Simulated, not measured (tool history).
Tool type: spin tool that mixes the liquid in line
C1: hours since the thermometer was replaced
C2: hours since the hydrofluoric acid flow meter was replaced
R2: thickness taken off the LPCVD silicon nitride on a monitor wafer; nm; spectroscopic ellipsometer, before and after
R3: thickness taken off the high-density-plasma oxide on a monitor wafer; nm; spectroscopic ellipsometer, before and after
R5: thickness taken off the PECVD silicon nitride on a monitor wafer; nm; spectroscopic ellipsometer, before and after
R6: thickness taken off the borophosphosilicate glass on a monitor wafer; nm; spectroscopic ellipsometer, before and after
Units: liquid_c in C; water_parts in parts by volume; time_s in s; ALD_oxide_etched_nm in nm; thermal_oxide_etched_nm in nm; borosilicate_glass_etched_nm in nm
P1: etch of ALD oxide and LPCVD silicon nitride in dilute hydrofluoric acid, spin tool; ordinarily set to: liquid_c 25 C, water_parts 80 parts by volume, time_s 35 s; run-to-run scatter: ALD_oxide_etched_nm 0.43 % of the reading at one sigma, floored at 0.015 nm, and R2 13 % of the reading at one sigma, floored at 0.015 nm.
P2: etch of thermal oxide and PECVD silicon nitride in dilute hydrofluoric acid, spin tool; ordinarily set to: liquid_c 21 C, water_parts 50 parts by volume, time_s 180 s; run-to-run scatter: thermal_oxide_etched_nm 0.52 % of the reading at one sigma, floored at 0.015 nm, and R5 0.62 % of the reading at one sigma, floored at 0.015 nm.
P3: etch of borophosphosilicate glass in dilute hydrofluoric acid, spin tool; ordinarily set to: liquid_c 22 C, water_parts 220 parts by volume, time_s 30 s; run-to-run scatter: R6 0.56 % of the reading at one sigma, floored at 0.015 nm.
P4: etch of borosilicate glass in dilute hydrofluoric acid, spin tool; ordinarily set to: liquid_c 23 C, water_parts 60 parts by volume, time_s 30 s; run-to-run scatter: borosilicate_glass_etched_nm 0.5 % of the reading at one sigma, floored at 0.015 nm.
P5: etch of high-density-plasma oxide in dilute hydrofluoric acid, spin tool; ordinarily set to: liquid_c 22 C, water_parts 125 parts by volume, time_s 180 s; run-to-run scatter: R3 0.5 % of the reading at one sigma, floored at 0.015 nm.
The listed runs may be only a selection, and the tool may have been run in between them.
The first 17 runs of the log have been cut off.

Run 18, hour 227.6: process P2, liquid_c 21 C, water_parts 50 parts by volume, time_s 15 s; C1 1194.8; C2 1127.4. Result: thermal_oxide_etched_nm 1.2936 nm, R5 0.42447 nm.
Run 19, hour 239.9: process P1, liquid_c 25 C, water_parts 80 parts by volume, time_s 35 s; C1 1207.1; C2 1139.7. Result: ALD_oxide_etched_nm 9.9716 nm, R2 0.21505 nm.
Run 20, hour 251.9: process P4, liquid_c 23 C, water_parts 60 parts by volume, time_s 30 s; C1 1219.1; C2 1151.7. Result: borosilicate_glass_etched_nm 17.911 nm.
Run 21, hour 264: process P4, liquid_c 29 C, water_parts 60 parts by volume, time_s 30 s; C1 1231.2; C2 1163.8. Result: borosilicate_glass_etched_nm 23.052 nm.
Run 22, hour 272.2: process P1, liquid_c 25 C, water_parts 45 parts by volume, time_s 35 s; C1 1239.4; C2 1172. Result: ALD_oxide_etched_nm 18.481 nm, R2 0.32986 nm.
Run 23, hour 283.1: process P3, liquid_c 22 C, water_parts 220 parts by volume, time_s 55 s; C1 1250.3; C2 1182.9. Result: R6 11.588 nm.
Run 24, hour 291.3: process P1, liquid_c 25 C, water_parts 145 parts by volume, time_s 35 s; C1 1258.5; C2 1191.1. Result: ALD_oxide_etched_nm 5.0926 nm, R2 0.14427 nm.
Run 25, hour 300.5: process P1, liquid_c 25 C, water_parts 30 parts by volume, time_s 60 s; C1 1267.7; C2 1200.3. Result: ALD_oxide_etched_nm 48.464 nm, R2 1.0092 nm.
Run 26, hour 308.4: process P1, liquid_c 25 C, water_parts 80 parts by volume, time_s 35 s; C1 1275.6; C2 1208.2. Result: ALD_oxide_etched_nm 9.9062 nm, R2 0.24632 nm.
Run 27, hour 317.5: process P5, liquid_c 22 C, water_parts 125 parts by volume, time_s 180 s; C1 1284.7; C2 1217.3. Result: R3 8.9278 nm.
Run 28, hour 327.6: process P4, liquid_c 23 C, water_parts 60 parts by volume, time_s 15 s; C1 1294.8; C2 1227.4. Result: borosilicate_glass_etched_nm 9.0004 nm.
Run 29, hour 340.2: process P3, liquid_c 22 C, water_parts 140 parts by volume, time_s 30 s; C1 1307.4; C2 1240. Result: R6 10.874 nm.
Run 30, hour 353.9: process P1, liquid_c 32 C, water_parts 80 parts by volume, time_s 35 s; C1 1321.1; C2 1253.7. Result: ALD_oxide_etched_nm 12.935 nm, R2 0.27388 nm.
Run 31, hour 366.3: process P1, liquid_c 25 C, water_parts 80 parts by volume, time_s 35 s; C1 1333.5; C2 1266.1. Result: ALD_oxide_etched_nm 9.9277 nm, R2 0.17286 nm.
Run 32, hour 383.5: process P1, liquid_c 25 C, water_parts 80 parts by volume, time_s 35 s; C1 1350.7; C2 1283.3. Result: ALD_oxide_etched_nm 10.197 nm, R2 0.24382 nm.
Run 33, hour 393.8: process P1, liquid_c 25 C, water_parts 80 parts by volume, time_s 35 s; C1 1361; C2 1293.6. Result: ALD_oxide_etched_nm 10.269 nm, R2 0.15263 nm.
Run 34, hour 402.1: process P1, liquid_c 25 C, water_parts 80 parts by volume, time_s 35 s; C1 1369.3; C2 1301.9. Result: ALD_oxide_etched_nm 10.27 nm, R2 0.22305 nm.
Run 35, hour 418.7: process P1, liquid_c 25 C, water_parts 80 parts by volume, time_s 35 s; C1 1385.9; C2 1318.5. Result: ALD_oxide_etched_nm 10.46 nm, R2 0.17892 nm.
Run 36, hour 431.4: process P1, liquid_c 25 C, water_parts 80 parts by volume, time_s 35 s; C1 1398.6; C2 1331.2. Result: ALD_oxide_etched_nm 10.574 nm, R2 0.1653 nm.
Run 37, hour 443.1: process P1, liquid_c 25 C, water_parts 80 parts by volume, time_s 35 s; C1 1410.3; C2 1342.9. Result: ALD_oxide_etched_nm 10.562 nm, R2 0.28922 nm.

Forecast run 38:
Run 38, hour 458.1: process P1, liquid_c 25 C, water_parts 80 parts by volume, time_s 35 s; C1 1425.3; C2 1357.9. Result: ALD_oxide_etched_nm ?, R2 ?.

{"run 38": {"ALD_oxide_etched_nm": 10.565, "R2": 0.1697}}

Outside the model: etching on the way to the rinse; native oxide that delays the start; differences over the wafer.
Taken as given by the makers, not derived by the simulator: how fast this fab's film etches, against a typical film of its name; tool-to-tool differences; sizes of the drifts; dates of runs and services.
